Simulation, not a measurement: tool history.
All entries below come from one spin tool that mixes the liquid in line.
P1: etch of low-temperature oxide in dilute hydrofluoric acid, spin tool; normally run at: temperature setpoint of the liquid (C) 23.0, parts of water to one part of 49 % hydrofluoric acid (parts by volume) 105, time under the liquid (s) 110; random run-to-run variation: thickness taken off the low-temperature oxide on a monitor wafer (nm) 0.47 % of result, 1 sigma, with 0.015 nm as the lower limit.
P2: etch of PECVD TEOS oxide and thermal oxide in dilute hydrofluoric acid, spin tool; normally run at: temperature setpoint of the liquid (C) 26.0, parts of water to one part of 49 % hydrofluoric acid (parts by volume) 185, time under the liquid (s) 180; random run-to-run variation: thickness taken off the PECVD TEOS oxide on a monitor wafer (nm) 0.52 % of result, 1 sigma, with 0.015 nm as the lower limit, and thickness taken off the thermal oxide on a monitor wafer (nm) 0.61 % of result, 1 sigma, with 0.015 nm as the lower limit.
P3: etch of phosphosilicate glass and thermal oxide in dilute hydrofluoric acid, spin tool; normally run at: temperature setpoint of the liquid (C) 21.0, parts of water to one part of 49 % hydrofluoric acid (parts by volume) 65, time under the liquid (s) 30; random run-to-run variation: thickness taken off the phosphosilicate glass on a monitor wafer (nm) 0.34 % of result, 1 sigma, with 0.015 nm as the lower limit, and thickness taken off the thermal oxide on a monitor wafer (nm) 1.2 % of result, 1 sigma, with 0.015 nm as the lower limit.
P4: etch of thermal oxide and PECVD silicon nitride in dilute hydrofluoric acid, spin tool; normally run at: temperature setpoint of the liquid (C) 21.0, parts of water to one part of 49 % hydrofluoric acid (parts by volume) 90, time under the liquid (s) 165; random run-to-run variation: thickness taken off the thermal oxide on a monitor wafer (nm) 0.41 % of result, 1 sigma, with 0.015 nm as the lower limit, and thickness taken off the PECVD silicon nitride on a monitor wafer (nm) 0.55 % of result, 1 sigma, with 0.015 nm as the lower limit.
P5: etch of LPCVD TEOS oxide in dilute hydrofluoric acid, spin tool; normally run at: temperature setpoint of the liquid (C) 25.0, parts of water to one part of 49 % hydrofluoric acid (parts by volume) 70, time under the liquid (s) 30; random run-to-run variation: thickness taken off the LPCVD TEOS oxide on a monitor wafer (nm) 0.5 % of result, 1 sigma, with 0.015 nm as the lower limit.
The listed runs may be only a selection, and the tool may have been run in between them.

run,hour,process that ran,temperature setpoint of the liquid (C),parts of water to one part of 49 % hydrofluoric acid (parts by volume),time under the liquid (s),hours since the thermometer was replaced,hours since the hydrofluoric acid flow meter was replaced,thickness taken off the low-temperature oxide on a monitor wafer (nm),thickness taken off the PECVD TEOS oxide on a monitor wafer (nm),thickness taken off the thermal oxide on a monitor wafer (nm),thickness taken off the PECVD silicon nitride on a monitor wafer (nm),thickness taken off the phosphosilicate glass on a monitor wafer (nm),thickness taken off the LPCVD TEOS oxide on a monitor wafer (nm)
1,4.5,P1,23.0,105,110,550.3,876.0,25.5230,,,,,
2,11.4,P2,26.0,185,180,557.2,882.9,,21.1220,4.43500,,,
3,16.8,P1,23.0,105,110,562.6,888.3,25.7190,,,,,
4,24.8,P4,21.0,90,165,570.6,896.3,,,7.38740,6.35410,,
5,30.1,P4,21.0,90,15,575.9,901.6,,,0.65868,0.61862,,
6,35.0,P3,21.0,65,30,580.8,906.5,,,1.91280,,46.524,
7,41.5,P5,25.0,70,15,587.3,913.0,,,,,,7.9903
8,48.4,P4,21.0,30,165,594.2,919.9,,,23.94200,18.58700,,
9,54.7,P3,21.0,35,30,600.5,926.2,,,3.68030,,89.869,
10,60.4,P1,23.0,105,110,606.2,931.9,25.4130,,,,,
11,64.9,P1,23.0,105,110,610.7,936.4,25.3540,,,,,
12,70.0,P3,17.0,65,30,615.8,941.5,,,1.63750,,39.280,
13,76.6,P1,27.5,105,110,622.4,948.1,30.2930,,,,,
14,85.9,P3,21.0,65,15,631.7,957.4,,,0.98363,,23.145,
15,94.2,P1,23.0,105,25,640.0,965.7,5.8130,,,,,
16,98.3,P4,21.0,90,165,644.1,969.8,,,7.49580,6.42580,,
17,104.3,P1,23.0,25,110,650.1,975.8,117.9900,,,,,
18,110.4,P1,18.5,70,110,656.2,981.9,33.0610,,,,,
19,115.3,P5,25.0,70,30,661.1,986.8,,,,,,16.0670
20,121.6,P4,17.0,90,165,667.4,993.1,,,6.33500,4.86990,,
# hour 124.8: hydrofluoric acid flow meter replaced
21,129.2,P1,23.0,105,110,675.0,4.5,25.3400,,,,,
22,134.4,P2,26.0,185,180,680.2,9.7,,21.0930,4.42390,,,
23,142.2,P5,29.0,70,30,688.0,17.5,,,,,,18.6270
24,147.2,P5,25.0,70,30,693.0,22.5,,,,,,15.9670
25,154.0,P2,20.5,185,180,699.8,29.3,,17.1680,3.61360,,,
26,162.3,P2,26.0,185,15,708.1,37.6,,1.7472,0.37134,,,
27,170.3,P5,25.0,40,30,716.1,45.6,,,,,,29.3060
28,177.0,P1,23.0,185,15,722.8,52.3,1.7785,,,,,
29,186.0,P1,23.0,160,110,731.8,61.3,15.6110,,,,,
30,194.3,P1,17.0,105,110,740.1,69.6,19.9060,,,,,
31,202.7,P1,23.0,105,195,748.5,78.0,45.1400,,,,,
32,212.0,P2,26.0,325,180,757.8,87.3,,10.3320,2.17760,,,
33,219.6,P1,23.0,105,110,765.4,94.9,25.4650,,,,,
34,225.1,P1,23.0,105,110,770.9,100.4,25.0240,,,,,
35,229.7,P1,23.0,105,110,775.5,105.0,24.6650,,,,,
36,237.2,P1,23.0,105,110,783.0,112.5,24.1540,,,,,
37,241.3,P1,23.0,105,110,787.1,116.6,24.0110,,,,,
38,246.0,P1,23.0,105,110,791.8,121.3,24.0380,,,,,
39,255.2,P1,23.0,105,110,801.0,130.5,24.0320,,,,,
40,260.0,P1,23.0,105,110,805.8,135.3,24.0830,,,,,
41,264.2,P1,23.0,105,110,810.0,139.5,23.9120,,,,,
42,270.2,P1,23.0,105,110,816.0,145.5,23.9590,,,,,
43,277.3,P1,23.0,105,110,823.1,152.6,23.6820,,,,,
44,281.5,P1,23.0,105,110,827.3,156.8,23.4920,,,,,

The output of P1 has drifted from where it used to be. Each of the 2 causes below, taken at the size shown beside it, accounts for the log equally well:
A: liquid colder than its thermometer reads (K) = 1.71
B: hydrofluoric acid flow below the setpoint (%) = 5.89
The process output started creeping at around hour 219.6.

Of the 4 check runs listed below, each run on one wafer and each result written as a question mark, which would let you distinguish the listed causes because they would give clearly different results?
check 1,285.7,P3,21.0,65,30,,,,,?,,?,
check 2,285.7,P2,26.0,185,180,,,,?,?,,,
check 3,285.7,P4,21.0,90,165,,,,,?,?,,
check 4,285.7,P5,25.0,70,30,,,,,,,,?

Outcome of each check run for each possible cause:
check,result,if A,if B
check 1,thickness taken off the thermal oxide on a monitor wafer (nm),1.81240,1.82360
check 1,thickness taken off the phosphosilicate glass on a monitor wafer (nm),43.277,43.545
check 2,thickness taken off the PECVD TEOS oxide on a monitor wafer (nm),19.7700,19.5570
check 2,thickness taken off the thermal oxide on a monitor wafer (nm),4.17130,4.12640
check 3,thickness taken off the thermal oxide on a monitor wafer (nm),6.92850,6.95220
check 3,thickness taken off the PECVD silicon nitride on a monitor wafer (nm),5.69800,6.03440
check 4,thickness taken off the LPCVD TEOS oxide on a monitor wafer (nm),14.9840,15.0250
Per-check spread between the two closest causes, in the result where they differ most: check 1 0.62 %; check 2 1.08 %; check 3 5.74 %; check 4 0.27 %
Check 3 is the one run that separates the causes; every other check would come out nearly the same whichever cause is at work.

Here is what check 3 returned: thickness taken off the thermal oxide on a monitor wafer (nm) 6.96120; thickness taken off the PECVD silicon nitride on a monitor wafer (nm) 6.01290. Which cause is it?

B is the cause: hydrofluoric acid flow below the setpoint (%).
